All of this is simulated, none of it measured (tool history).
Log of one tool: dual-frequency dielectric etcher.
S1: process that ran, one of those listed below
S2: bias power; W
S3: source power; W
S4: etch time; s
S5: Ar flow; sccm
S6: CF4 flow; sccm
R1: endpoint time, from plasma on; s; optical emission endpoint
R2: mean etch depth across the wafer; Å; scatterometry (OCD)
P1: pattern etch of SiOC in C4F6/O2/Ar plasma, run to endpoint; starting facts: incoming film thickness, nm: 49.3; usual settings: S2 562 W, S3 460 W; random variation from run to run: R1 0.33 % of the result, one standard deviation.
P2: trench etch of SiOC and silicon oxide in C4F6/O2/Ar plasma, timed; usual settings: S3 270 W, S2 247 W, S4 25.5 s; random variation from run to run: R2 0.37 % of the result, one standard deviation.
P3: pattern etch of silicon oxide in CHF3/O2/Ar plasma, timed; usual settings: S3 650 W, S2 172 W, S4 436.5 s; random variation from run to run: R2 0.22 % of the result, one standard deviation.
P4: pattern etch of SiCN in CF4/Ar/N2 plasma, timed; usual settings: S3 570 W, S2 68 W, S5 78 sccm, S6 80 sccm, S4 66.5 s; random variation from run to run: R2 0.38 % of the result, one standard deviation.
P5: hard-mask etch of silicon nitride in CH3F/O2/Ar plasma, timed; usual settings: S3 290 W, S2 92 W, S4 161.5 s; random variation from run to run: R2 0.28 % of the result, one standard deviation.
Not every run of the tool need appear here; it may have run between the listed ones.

run 1 day=0.350 | S1=P1 S2=562 S3=460 | R1=14.693
run 2 day=0.842 | S1=P3 S2=107 S3=650 S4=436.5 | R2=7439.90
run 3 day=1.204 | S1=P3 S2=172 S3=800 S4=436.5 | R2=9313.00
run 4 day=1.483 | S1=P4 S2=68 S3=570 S4=66.5 S5=78 S6=80 | R2=739.89
run 5 day=1.996 | S1=P3 S2=172 S3=650 S4=436.5 | R2=8614.10
run 6 day=2.292 | S1=P4 S2=68 S3=570 S4=66.5 S5=94 S6=80 | R2=719.57
run 7 day=2.871 | S1=P3 S2=172 S3=650 S4=615.0 | R2=12185.00
run 8 day=3.300 | S1=P2 S2=158 S3=270 S4=25.5 | R2=415.93
run 9 day=3.650 | S1=P4 S2=68 S3=790 S4=66.5 S5=78 S6=80 | R2=993.03
run 10 day=4.104 | S1=P1 S2=407 S3=460 | R1=16.547
run 11 day=4.417 | S1=P4 S2=68 S3=570 S4=66.5 S5=78 S6=80 | R2=735.26
run 12 day=4.892 | S1=P1 S2=734 S3=300 | R1=15.348
run 13 day=5.438 | S1=P1 S2=562 S3=460 | R1=14.699
run 14 day=5.933 | S1=P5 S2=92 S3=290 S4=226.5 | R2=1527.40
run 15 day=6.500 | S1=P5 S2=110 S3=290 S4=161.5 | R2=1162.60
run 16 day=6.988 | S1=P2 S2=247 S3=270 S4=25.5 | R2=484.00
run 17 day=7.304 | S1=P2 S2=247 S3=360 S4=25.5 | R2=539.22
run 18 day=7.904 | S1=P4 S2=84 S3=570 S4=66.5 S5=78 S6=80 | R2=794.02
-- day=8.146 bias power generator calibrated
run 19 day=8.367 | S1=P5 S2=92 S3=170 S4=161.5 | R2=896.18
run 20 day=8.662 | S1=P2 S2=247 S3=270 S4=32.5 | R2=613.54
run 21 day=9.083 | S1=P4 S2=68 S3=570 S4=66.5 S5=78 S6=48 | R2=685.68
run 22 day=9.400 | S1=P4 S2=68 S3=570 S4=45.5 S5=78 S6=80 | R2=505.04
run 23 day=9.933 | S1=P1 S2=562 S3=640 | R1=12.902
run 24 day=10.512 | S1=P1 S2=562 S3=460 | R1=14.588
run 25 day=10.971 | S1=P1 S2=562 S3=320 | R1=16.694
run 26 day=11.433 | S1=P5 S2=92 S3=290 S4=161.5 | R2=1090.60
run 27 day=11.921 | S1=P1 S2=785 S3=460 | R1=12.857
run 28 day=12.488 | S1=P1 S2=562 S3=460 | R1=14.598
run 29 day=13.096 | S1=P1 S2=393 S3=340 | R1=18.577
run 30 day=13.662 | S1=P1 S2=562 S3=460 | R1=14.548
run 31 day=14.004 | S1=P1 S2=562 S3=460 | R1=14.713
run 32 day=14.488 | S1=P1 S2=562 S3=460 | R1=14.824
run 33 day=14.754 | S1=P1 S2=562 S3=460 | R1=14.817

Run 34 has not been measured yet. What should we expect?
-- day=14.896 wet clean of the chamber
run 34 day=15.050 | S1=P1 S2=562 S3=460 | R1=?

{"run 34": {"R1": 14.88}}

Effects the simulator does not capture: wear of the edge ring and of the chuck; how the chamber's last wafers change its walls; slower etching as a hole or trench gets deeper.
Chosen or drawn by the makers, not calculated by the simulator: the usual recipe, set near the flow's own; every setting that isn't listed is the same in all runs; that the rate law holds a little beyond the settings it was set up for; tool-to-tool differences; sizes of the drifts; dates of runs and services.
